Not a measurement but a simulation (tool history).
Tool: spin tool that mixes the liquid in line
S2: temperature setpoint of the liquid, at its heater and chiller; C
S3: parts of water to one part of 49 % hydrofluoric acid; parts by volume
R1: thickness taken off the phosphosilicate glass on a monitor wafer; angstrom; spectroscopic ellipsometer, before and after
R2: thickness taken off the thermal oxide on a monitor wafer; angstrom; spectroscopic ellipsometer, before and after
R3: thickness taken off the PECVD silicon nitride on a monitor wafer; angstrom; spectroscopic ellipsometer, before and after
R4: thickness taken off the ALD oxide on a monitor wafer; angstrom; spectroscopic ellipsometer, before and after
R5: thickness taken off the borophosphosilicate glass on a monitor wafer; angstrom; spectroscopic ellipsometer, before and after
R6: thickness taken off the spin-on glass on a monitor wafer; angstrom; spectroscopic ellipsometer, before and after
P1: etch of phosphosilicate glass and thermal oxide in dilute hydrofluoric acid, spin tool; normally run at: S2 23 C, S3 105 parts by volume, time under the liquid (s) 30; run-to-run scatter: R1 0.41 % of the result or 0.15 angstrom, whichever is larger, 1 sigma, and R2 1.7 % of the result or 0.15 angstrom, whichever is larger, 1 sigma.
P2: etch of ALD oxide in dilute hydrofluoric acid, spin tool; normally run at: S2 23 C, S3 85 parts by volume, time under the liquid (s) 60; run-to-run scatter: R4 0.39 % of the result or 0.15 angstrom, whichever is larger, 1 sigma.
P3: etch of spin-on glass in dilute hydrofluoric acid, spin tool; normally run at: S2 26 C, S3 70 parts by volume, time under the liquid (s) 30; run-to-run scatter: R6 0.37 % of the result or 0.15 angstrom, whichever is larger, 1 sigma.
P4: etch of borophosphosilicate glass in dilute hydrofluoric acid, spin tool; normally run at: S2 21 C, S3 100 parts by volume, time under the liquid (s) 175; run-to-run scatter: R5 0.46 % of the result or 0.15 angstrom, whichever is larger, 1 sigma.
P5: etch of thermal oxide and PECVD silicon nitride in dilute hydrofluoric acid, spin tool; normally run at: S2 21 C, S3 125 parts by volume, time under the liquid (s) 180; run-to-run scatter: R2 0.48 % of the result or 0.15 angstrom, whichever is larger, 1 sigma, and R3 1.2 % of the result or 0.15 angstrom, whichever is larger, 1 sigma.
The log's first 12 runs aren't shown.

run 13 day=5.762 | process_that_ran=P2 S2=23 S3=85 time_under_the_liquid_(s)=60 | R4=135.25
run 14 day=6.188 | process_that_ran=P5 S2=21 S3=125 time_under_the_liquid_(s)=180 | R2=56.673 R3=21.037
run 15 day=6.729 | process_that_ran=P1 S2=23 S3=105 time_under_the_liquid_(s)=30 | R1=303.55 R2=12.542
run 16 day=7.1 | process_that_ran=P3 S2=26 S3=70 time_under_the_liquid_(s)=30 | R6=167.53
run 17 day=7.458 | process_that_ran=P5 S2=21 S3=125 time_under_the_liquid_(s)=55 | R2=17.512 R3=6.516
run 18 day=7.804 | process_that_ran=P1 S2=18.5 S3=140 time_under_the_liquid_(s)=30 | R1=182.9 R2=7.7715
run 19 day=8.446 | process_that_ran=P3 S2=26 S3=35 time_under_the_liquid_(s)=30 | R6=353.31
run 20 day=8.883 | process_that_ran=P4 S2=21 S3=100 time_under_the_liquid_(s)=175 | R5=504.48
run 21 day=9.558 | process_that_ran=P3 S2=18 S3=70 time_under_the_liquid_(s)=30 | R6=120.22
run 22 day=9.879 | process_that_ran=P2 S2=23 S3=30 time_under_the_liquid_(s)=60 | R4=411.86
-- day=10.188 hydrofluoric acid flow meter replaced
run 23 day=10.275 | process_that_ran=P3 S2=26 S3=70 time_under_the_liquid_(s)=60 | R6=335.58
run 24 day=10.771 | process_that_ran=P5 S2=26 S3=125 time_under_the_liquid_(s)=180 | R2=68.466 R3=28.579
run 25 day=11.288 | process_that_ran=P1 S2=17 S3=105 time_under_the_liquid_(s)=30 | R1=240.52 R2=9.873
run 26 day=11.808 | process_that_ran=P1 S2=23 S3=105 time_under_the_liquid_(s)=50 | R1=508.3 R2=21.258
run 27 day=12.2 | process_that_ran=P4 S2=21 S3=40 time_under_the_liquid_(s)=175 | R5=1345.8
run 28 day=12.692 | process_that_ran=P1 S2=23 S3=45 time_under_the_liquid_(s)=30 | R1=766.83 R2=32.183
run 29 day=13 | process_that_ran=P1 S2=23 S3=105 time_under_the_liquid_(s)=15 | R1=153.59 R2=5.9396

Run 30 comes next. What will it give?
run 30 day=13.642 | process_that_ran=P1 S2=23 S3=150 time_under_the_liquid_(s)=30 | R1=? R2=?

R1: 203.48 angstrom
R2: 8.4186 angstrom
